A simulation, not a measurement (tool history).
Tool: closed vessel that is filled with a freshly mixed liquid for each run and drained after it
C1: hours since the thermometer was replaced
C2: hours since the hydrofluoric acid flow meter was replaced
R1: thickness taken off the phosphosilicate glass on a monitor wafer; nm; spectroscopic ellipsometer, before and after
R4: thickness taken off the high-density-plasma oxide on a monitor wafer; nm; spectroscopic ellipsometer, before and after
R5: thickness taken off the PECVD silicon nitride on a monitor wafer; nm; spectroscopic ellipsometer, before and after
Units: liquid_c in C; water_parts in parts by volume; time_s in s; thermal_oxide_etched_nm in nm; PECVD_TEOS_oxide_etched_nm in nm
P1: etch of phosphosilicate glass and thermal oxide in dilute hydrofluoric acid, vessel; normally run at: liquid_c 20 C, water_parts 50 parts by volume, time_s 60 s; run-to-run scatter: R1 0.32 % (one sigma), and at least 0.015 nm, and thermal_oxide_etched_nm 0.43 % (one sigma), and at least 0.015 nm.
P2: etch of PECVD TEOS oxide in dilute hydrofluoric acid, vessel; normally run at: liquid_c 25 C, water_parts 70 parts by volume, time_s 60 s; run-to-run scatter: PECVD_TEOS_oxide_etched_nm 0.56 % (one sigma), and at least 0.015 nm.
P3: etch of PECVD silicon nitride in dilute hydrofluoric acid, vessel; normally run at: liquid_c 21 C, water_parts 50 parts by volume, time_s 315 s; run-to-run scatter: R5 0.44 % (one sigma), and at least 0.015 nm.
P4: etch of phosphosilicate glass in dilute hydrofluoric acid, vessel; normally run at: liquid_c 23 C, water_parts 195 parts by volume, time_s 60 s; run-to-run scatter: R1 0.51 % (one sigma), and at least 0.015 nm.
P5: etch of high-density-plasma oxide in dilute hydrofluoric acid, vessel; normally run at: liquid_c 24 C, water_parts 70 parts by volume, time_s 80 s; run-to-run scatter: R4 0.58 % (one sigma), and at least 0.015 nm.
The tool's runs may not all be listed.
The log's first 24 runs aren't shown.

{"run": 25, "day": 11.321, "process": "P1", "liquid_c": 20, "water_parts": 50, "time_s": 60, "C1": 582.2, "C2": 1453.9, "R1": 174.4, "thermal_oxide_etched_nm": 4.9234}
{"run": 26, "day": 11.904, "process": "P2", "liquid_c": 25, "water_parts": 70, "time_s": 60, "C1": 596.2, "C2": 1467.9, "PECVD_TEOS_oxide_etched_nm": 11.316}
{"run": 27, "day": 12.262, "process": "P1", "liquid_c": 20, "water_parts": 50, "time_s": 30, "C1": 604.8, "C2": 1476.5, "R1": 87.027, "thermal_oxide_etched_nm": 2.4917}
{"run": 28, "day": 12.542, "process": "P1", "liquid_c": 24.5, "water_parts": 50, "time_s": 60, "C1": 611.5, "C2": 1483.2, "R1": 209.79, "thermal_oxide_etched_nm": 5.9311}
{"run": 29, "day": 13.142, "process": "P2", "liquid_c": 25, "water_parts": 70, "time_s": 30, "C1": 625.9, "C2": 1497.6, "PECVD_TEOS_oxide_etched_nm": 5.6677}
{"run": 30, "day": 13.729, "process": "P1", "liquid_c": 20, "water_parts": 50, "time_s": 95, "C1": 640, "C2": 1511.7, "R1": 275.45, "thermal_oxide_etched_nm": 7.8228}
{"run": 31, "day": 14.188, "process": "P3", "liquid_c": 21, "water_parts": 50, "time_s": 315, "C1": 651, "C2": 1522.7, "R5": 18.188}
{"run": 32, "day": 14.621, "process": "P1", "liquid_c": 20, "water_parts": 20, "time_s": 60, "C1": 661.4, "C2": 1533.1, "R1": 452.23, "thermal_oxide_etched_nm": 12.846}
{"run": 33, "day": 15.033, "process": "P1", "liquid_c": 20, "water_parts": 50, "time_s": 60, "C1": 671.3, "C2": 1543, "R1": 174.73, "thermal_oxide_etched_nm": 4.9374}
{"run": 34, "day": 15.325, "process": "P4", "liquid_c": 23, "water_parts": 40, "time_s": 60, "C1": 678.3, "C2": 1550, "R1": 92.07}
{"run": 35, "day": 15.875, "process": "P1", "liquid_c": 20, "water_parts": 50, "time_s": 60, "C1": 691.5, "C2": 1563.2, "R1": 174.12, "thermal_oxide_etched_nm": 4.9397}
{"run": 36, "day": 16.467, "process": "P1", "liquid_c": 20, "water_parts": 50, "time_s": 60, "C1": 705.7, "C2": 1577.4, "R1": 167.17, "thermal_oxide_etched_nm": 4.7425}
{"run": 37, "day": 16.938, "process": "P1", "liquid_c": 20, "water_parts": 50, "time_s": 60, "C1": 717, "C2": 1588.7, "R1": 164.87, "thermal_oxide_etched_nm": 4.6644}
{"run": 38, "day": 17.412, "process": "P1", "liquid_c": 20, "water_parts": 50, "time_s": 60, "C1": 728.4, "C2": 1600.1, "R1": 164.3, "thermal_oxide_etched_nm": 4.5814}
{"run": 39, "day": 17.688, "process": "P1", "liquid_c": 20, "water_parts": 50, "time_s": 60, "C1": 735, "C2": 1606.7, "R1": 164.08, "thermal_oxide_etched_nm": 4.5784}

The next listed run, before its measurement:
{"run": 40, "day": 17.988, "process": "P1", "liquid_c": 20, "water_parts": 50, "time_s": 60, "C1": 742.2, "C2": 1613.9, "R1": "?", "thermal_oxide_etched_nm": "?"}

Run 40 gave R1 162.74 nm, thermal_oxide_etched_nm 4.6526 nm.

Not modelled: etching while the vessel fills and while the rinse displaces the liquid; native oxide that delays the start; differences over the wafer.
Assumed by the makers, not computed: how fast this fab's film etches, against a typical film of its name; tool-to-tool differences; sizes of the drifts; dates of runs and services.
